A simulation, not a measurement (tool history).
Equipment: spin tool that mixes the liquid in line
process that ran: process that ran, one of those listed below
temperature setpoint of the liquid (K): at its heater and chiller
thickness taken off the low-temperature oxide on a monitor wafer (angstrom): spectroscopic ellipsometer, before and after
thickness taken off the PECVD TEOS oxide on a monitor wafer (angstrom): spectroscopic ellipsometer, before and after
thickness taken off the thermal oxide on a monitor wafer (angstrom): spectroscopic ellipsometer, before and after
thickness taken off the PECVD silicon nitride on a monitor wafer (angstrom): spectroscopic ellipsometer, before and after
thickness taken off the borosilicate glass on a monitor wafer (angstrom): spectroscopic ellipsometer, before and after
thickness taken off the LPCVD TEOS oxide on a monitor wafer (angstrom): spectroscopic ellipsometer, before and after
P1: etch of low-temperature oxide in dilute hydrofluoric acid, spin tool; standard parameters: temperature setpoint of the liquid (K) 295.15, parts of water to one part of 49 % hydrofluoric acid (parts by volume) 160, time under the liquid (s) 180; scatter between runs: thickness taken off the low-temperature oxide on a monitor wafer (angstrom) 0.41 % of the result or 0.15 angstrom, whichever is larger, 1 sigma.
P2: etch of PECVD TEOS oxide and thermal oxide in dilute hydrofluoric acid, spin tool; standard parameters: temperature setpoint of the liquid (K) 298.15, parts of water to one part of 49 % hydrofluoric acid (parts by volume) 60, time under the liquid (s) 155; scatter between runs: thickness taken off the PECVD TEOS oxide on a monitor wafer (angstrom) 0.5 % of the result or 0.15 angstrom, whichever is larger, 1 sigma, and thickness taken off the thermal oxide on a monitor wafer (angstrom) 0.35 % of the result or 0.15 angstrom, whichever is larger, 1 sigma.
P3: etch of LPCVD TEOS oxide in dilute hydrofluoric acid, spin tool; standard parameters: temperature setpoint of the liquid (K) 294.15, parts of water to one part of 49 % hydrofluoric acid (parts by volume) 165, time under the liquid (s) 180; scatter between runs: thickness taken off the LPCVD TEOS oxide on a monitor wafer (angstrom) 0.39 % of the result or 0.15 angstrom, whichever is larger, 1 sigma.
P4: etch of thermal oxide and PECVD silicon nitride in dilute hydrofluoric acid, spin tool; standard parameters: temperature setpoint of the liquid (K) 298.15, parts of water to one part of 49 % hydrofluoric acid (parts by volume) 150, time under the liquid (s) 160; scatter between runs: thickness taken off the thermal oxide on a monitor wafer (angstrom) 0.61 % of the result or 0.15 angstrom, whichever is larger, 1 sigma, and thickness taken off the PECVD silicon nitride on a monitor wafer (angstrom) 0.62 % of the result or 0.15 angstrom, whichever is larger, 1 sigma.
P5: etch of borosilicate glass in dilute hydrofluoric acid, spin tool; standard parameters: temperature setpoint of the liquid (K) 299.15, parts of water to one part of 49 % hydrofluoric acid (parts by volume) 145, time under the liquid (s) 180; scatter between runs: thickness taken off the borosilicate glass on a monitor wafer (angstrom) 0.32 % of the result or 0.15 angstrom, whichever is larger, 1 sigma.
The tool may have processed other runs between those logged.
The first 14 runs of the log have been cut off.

run,day,process that ran,temperature setpoint of the liquid (K),parts of water to one part of 49 % hydrofluoric acid (parts by volume),time under the liquid (s),hours since the thermometer was replaced,hours since the hydrofluoric acid flow meter was replaced,thickness taken off the low-temperature oxide on a monitor wafer (angstrom),thickness taken off the PECVD TEOS oxide on a monitor wafer (angstrom),thickness taken off the thermal oxide on a monitor wafer (angstrom),thickness taken off the PECVD silicon nitride on a monitor wafer (angstrom),thickness taken off the borosilicate glass on a monitor wafer (angstrom),thickness taken off the LPCVD TEOS oxide on a monitor wafer (angstrom)
15,5.375,P1,300.15,160,180,311.5,962.9,271.850,,,,,
16,5.667,P2,298.15,60,155,318.5,969.9,,302.14,136.810,,,
17,6.046,P1,295.15,160,65,327.6,979.0,80.835,,,,,
18,6.329,P3,290.15,165,180,334.4,985.8,,,,,,282.840
19,6.625,P4,303.15,150,160,341.5,992.9,,,58.846,70.777,,
20,7.050,P5,293.15,145,180,351.7,1003.1,,,,,249.300,
21,7.300,P2,298.15,110,155,357.7,1009.1,,154.22,70.044,,,
22,7.658,P5,299.15,145,180,366.3,1017.7,,,,,311.260,

Forecast run 23:
23,8.033,P3,294.15,165,45,375.3,1026.7,,,,,,?

{"run 23": {"thickness taken off the LPCVD TEOS oxide on a monitor wafer (angstrom)": 83.181}}

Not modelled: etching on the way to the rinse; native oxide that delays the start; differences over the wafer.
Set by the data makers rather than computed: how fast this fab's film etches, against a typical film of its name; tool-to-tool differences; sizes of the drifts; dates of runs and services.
